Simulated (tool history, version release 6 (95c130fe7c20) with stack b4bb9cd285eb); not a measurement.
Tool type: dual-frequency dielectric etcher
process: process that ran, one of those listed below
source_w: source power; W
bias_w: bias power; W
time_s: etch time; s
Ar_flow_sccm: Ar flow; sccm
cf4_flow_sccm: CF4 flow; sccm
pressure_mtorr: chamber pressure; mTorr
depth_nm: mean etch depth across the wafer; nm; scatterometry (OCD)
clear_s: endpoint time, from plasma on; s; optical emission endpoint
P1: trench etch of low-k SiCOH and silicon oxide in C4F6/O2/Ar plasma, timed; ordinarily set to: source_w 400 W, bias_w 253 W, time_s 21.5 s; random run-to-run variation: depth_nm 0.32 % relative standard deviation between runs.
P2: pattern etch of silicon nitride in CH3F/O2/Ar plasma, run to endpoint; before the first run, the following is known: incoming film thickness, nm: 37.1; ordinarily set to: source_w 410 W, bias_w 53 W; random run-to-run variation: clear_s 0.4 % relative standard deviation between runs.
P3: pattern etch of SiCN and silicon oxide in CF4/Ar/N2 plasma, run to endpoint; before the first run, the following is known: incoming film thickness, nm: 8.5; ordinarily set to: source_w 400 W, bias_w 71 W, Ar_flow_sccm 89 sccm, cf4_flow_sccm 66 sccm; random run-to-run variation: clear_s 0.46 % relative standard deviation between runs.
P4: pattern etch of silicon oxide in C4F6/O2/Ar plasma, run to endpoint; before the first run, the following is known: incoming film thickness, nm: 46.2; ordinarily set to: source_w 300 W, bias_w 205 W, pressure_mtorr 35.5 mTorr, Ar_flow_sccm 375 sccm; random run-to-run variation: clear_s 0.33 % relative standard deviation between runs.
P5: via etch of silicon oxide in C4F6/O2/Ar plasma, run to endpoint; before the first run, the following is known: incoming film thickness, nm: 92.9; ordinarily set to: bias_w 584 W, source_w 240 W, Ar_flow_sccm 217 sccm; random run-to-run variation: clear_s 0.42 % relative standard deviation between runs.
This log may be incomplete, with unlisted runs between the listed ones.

run 1 day=0.183 | process=P1 source_w=400 bias_w=253 time_s=21.5 | depth_nm=69.639
run 2 day=0.383 | process=P1 source_w=520 bias_w=253 time_s=21.5 | depth_nm=76.783
run 3 day=0.5 | process=P2 source_w=410 bias_w=53 | clear_s=57.466
run 4 day=0.688 | process=P5 source_w=240 bias_w=584 Ar_flow_sccm=217 | clear_s=22.124
run 5 day=0.883 | process=P5 source_w=240 bias_w=584 Ar_flow_sccm=307 | clear_s=22.949
run 6 day=1.058 | process=P1 source_w=400 bias_w=253 time_s=21.5 | depth_nm=69.229
-- day=1.167 bias power generator calibrated
run 7 day=1.167 | process=P1 source_w=520 bias_w=212 time_s=21.5 | depth_nm=72.406
run 8 day=1.288 | process=P1 source_w=400 bias_w=253 time_s=12.5 | depth_nm=40.459
run 9 day=1.471 | process=P3 source_w=490 bias_w=71 Ar_flow_sccm=89 cf4_flow_sccm=66 | clear_s=9.2499
run 10 day=1.588 | process=P1 source_w=400 bias_w=253 time_s=21.5 | depth_nm=69.586
run 11 day=1.738 | process=P2 source_w=410 bias_w=53 | clear_s=57.708
run 12 day=1.925 | process=P3 source_w=400 bias_w=57 Ar_flow_sccm=89 cf4_flow_sccm=66 | clear_s=11.867
run 13 day=2.117 | process=P4 source_w=300 bias_w=162 Ar_flow_sccm=375 pressure_mtorr=35.5 | clear_s=17.296
run 14 day=2.308 | process=P4 source_w=300 bias_w=205 Ar_flow_sccm=375 pressure_mtorr=35.5 | clear_s=16.107
run 15 day=2.408 | process=P4 source_w=410 bias_w=205 Ar_flow_sccm=375 pressure_mtorr=35.5 | clear_s=14.236
run 16 day=2.604 | process=P3 source_w=400 bias_w=71 Ar_flow_sccm=89 cf4_flow_sccm=66 | clear_s=11.045
run 17 day=2.712 | process=P4 source_w=300 bias_w=205 Ar_flow_sccm=375 pressure_mtorr=25 | clear_s=15.461
run 18 day=2.9 | process=P1 source_w=280 bias_w=253 time_s=29 | depth_nm=81.672
run 19 day=3.1 | process=P1 source_w=400 bias_w=253 time_s=21.5 | depth_nm=69.3
run 20 day=3.208 | process=P5 source_w=160 bias_w=584 Ar_flow_sccm=217 | clear_s=25.761
run 21 day=3.371 | process=P1 source_w=400 bias_w=171 time_s=21.5 | depth_nm=61.15
run 22 day=3.508 | process=P1 source_w=400 bias_w=326 time_s=21.5 | depth_nm=75.877
run 23 day=3.612 | process=P1 source_w=400 bias_w=253 time_s=21.5 | depth_nm=69.439
run 24 day=3.775 | process=P3 source_w=400 bias_w=71 Ar_flow_sccm=89 cf4_flow_sccm=66 | clear_s=11.06
run 25 day=3.862 | process=P5 source_w=240 bias_w=584 Ar_flow_sccm=217 | clear_s=21.991
run 26 day=4.042 | process=P4 source_w=300 bias_w=205 Ar_flow_sccm=478 pressure_mtorr=35.5 | clear_s=16.359
run 27 day=4.225 | process=P3 source_w=400 bias_w=71 Ar_flow_sccm=58 cf4_flow_sccm=66 | clear_s=10.467
run 28 day=4.325 | process=P3 source_w=400 bias_w=71 Ar_flow_sccm=89 cf4_flow_sccm=45 | clear_s=11.756
run 29 day=4.442 | process=P2 source_w=530 bias_w=53 | clear_s=52.034
run 30 day=4.588 | process=P2 source_w=410 bias_w=43 | clear_s=61.944
run 31 day=4.733 | process=P1 source_w=400 bias_w=253 time_s=32 | depth_nm=103.84
run 32 day=4.888 | process=P1 source_w=260 bias_w=253 time_s=21.5 | depth_nm=58.957
run 33 day=5.017 | process=P5 source_w=240 bias_w=697 Ar_flow_sccm=217 | clear_s=20.784
run 34 day=5.179 | process=P1 source_w=400 bias_w=253 time_s=21.5 | depth_nm=69.458
run 35 day=5.346 | process=P1 source_w=400 bias_w=253 time_s=21.5 | depth_nm=68.775
run 36 day=5.458 | process=P1 source_w=400 bias_w=253 time_s=21.5 | depth_nm=68.561
run 37 day=5.642 | process=P1 source_w=400 bias_w=253 time_s=21.5 | depth_nm=68.512
run 38 day=5.833 | process=P1 source_w=400 bias_w=253 time_s=21.5 | depth_nm=68.525
-- day=5.842 wet clean of the chamber
run 39 day=5.929 | process=P1 source_w=400 bias_w=253 time_s=21.5 | depth_nm=68.521
run 40 day=6.067 | process=P1 source_w=400 bias_w=253 time_s=21.5 | depth_nm=68.594

What P1 gives has crept away from where it was. These 2 causes fit the log equally well, each at the size given:
A: bias power that arrives under what is set, % = 4.6
B: source power that arrives under what is set, % = 4.07
The drift started at roughly day 5.179.
Other possible causes, and why each is ruled out:
chamber walls in a state that lowers the etch rate, %: serviced at day 5.842, which brought nothing back

4 check runs are offered, each on 3 wafers whose results are averaged, their results left as question marks. Which one tells the causes apart?
run check 1 day=6.204 | process=P5 source_w=240 bias_w=584 Ar_flow_sccm=217 | clear_s=?
run check 2 day=6.204 | process=P4 source_w=300 bias_w=205 Ar_flow_sccm=375 pressure_mtorr=35.5 | clear_s=?
run check 3 day=6.204 | process=P3 source_w=400 bias_w=71 Ar_flow_sccm=89 cf4_flow_sccm=66 | clear_s=?
run check 4 day=6.204 | process=P2 source_w=410 bias_w=53 | clear_s=?

Check results expected under each cause:
check=check_1 result=clear_s if_A=22.615 if_B=22.541
check=check_2 result=clear_s if_A=16.282 if_B=16.289
check=check_3 result=clear_s if_A=11.263 if_B=11.501
check=check_4 result=clear_s if_A=58.481 if_B=58.554
How far apart the two closest causes lie, in the result that separates them most: check 1 0.32 %; check 2 0.04 %; check 3 2.09 %; check 4 0.13 %
Only in check 3 would the causes give clearly different results; in the remaining checks their results would be nearly the same.

After running check 3, the following was obtained: clear_s 11.283 s. Which cause does this point to?

The correct cause is A, namely: bias power that arrives under what is set, %.
